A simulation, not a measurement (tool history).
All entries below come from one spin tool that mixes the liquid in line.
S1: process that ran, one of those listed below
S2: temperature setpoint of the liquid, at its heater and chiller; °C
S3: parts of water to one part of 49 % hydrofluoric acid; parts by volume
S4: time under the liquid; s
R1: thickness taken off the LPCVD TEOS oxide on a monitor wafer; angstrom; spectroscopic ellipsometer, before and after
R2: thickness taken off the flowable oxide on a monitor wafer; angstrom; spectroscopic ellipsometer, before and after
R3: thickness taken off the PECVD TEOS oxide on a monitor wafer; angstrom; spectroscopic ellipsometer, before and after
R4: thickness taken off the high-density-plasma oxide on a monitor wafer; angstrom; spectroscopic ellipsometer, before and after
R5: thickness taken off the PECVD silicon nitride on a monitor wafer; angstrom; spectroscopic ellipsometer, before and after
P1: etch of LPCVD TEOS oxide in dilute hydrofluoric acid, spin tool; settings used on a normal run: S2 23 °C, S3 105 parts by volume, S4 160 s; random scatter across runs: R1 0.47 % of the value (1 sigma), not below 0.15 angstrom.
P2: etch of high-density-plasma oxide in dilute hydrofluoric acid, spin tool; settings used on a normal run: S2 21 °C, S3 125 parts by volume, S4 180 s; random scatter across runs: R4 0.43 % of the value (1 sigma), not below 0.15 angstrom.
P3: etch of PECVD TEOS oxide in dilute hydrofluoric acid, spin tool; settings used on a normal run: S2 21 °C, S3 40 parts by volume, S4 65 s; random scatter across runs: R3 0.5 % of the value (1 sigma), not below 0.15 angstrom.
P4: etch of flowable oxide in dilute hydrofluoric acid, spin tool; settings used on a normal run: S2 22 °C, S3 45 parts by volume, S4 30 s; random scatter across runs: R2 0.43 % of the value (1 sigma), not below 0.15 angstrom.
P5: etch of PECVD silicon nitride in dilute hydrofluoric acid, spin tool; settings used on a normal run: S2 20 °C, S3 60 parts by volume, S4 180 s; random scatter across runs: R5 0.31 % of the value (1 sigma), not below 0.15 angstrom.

run	hour	S1	S2	S3	S4	R1	R2	R3	R4	R5
1	5	P1	23	105	160	310.69				
2	12.5	P1	27.5	105	85	195.79				
3	20.3	P1	23	105	160	308.1				
4	29.1	P4	26.5	45	30		381.69			
5	34.6	P3	21	40	65			265.37		
6	44.8	P3	21	40	30			121		
7	52.6	P1	23	105	160	307.64				
8	59.8	P1	23	55	160	627.55				
9	64.8	P3	17	40	65			221.73		
10	72.7	P1	23	105	160	308.55				
11	83.2	P3	21	65	65			157.87		
12	90.4	P2	21	125	290				107.48	
13	95.5	P5	17	60	180					106.98
14	104.4	P5	20	60	180					131.85
15	114.2	P2	21	125	180				66.661	
16	123.4	P1	18.5	105	160	256.52				
17	130.3	P1	23	105	160	307.56				
18	137.3	P5	20	60	30					21.709
19	145.2	P4	22	45	30		319.76			
20	153.9	P2	21	40	180				229.98	
21	160	P2	21	125	180				66.598	
22	169.3	P1	23	105	160	305.23				
23	178.3	P1	18.5	170	160	147.81				
24	184	P5	20	60	180					131.15
25	189.9	P1	23	105	40	77.185				
26	197.8	P4	22	45	15		159.02			
27	208.2	P4	22	75	30		184.4			
28	218	P1	27	105	160	361.22				
29	226	P2	17	125	180				56.613	
30	236.7	P5	20	95	180					83.847
31	246.5	P1	23	105	290	561.03				
32	253.1	P1	23	155	160	197.07				
33	257.8	P1	29	105	90	217.83				
34	264.3	P1	23	105	160	306.46				
35	269.4	P1	23	105	160	318.55				
36	274.9	P1	23	105	160	326.8				
37	280.3	P1	23	105	160	330.41				
38	289.2	P1	23	105	160	336.45				
39	293.9	P1	23	105	160	337.74				
40	299.8	P1	23	105	160	333.83				
41	306.7	P1	23	105	160	337.92				

The log shows P1 creeping away from where it was. Any of the 2 causes listed here, at the size stated for it, fits the log just as well as the others:
A: hydrofluoric acid flow above the setpoint (%) = 8.1
B: liquid hotter than its thermometer reads (K) = 2.22
The onset of the drift is placed at about hour 264.3.

Below are 4 check runs, each on a single wafer, with their results shown as question marks. Which of them would tell the listed causes apart, meaning the causes would give clearly different results under it?
check 1	313.6	P4	22	45	30		?			
check 2	313.6	P3	21	40	65			?		
check 3	313.6	P2	21	125	180				?	
check 4	313.6	P5	20	60	180					?

Check results expected under each cause:
check	result	if A	if B
check 1	R2	345.69	349.25
check 2	R3	284.87	288.24
check 3	R4	72.758	72.731
check 4	R5	142.09	153.37
Distance between the nearest two causes, measured in the result of the check that separates them most: check 1 1.02 %; check 2 1.18 %; check 3 0.04 %; check 4 7.64 %
The other checks would show nearly matching results whichever cause is true, so check 4 is the only one that separates the causes.

Check 4 was then run and gave: R5 152.97 angstrom. Which cause is it?

It is B: liquid hotter than its thermometer reads (K).
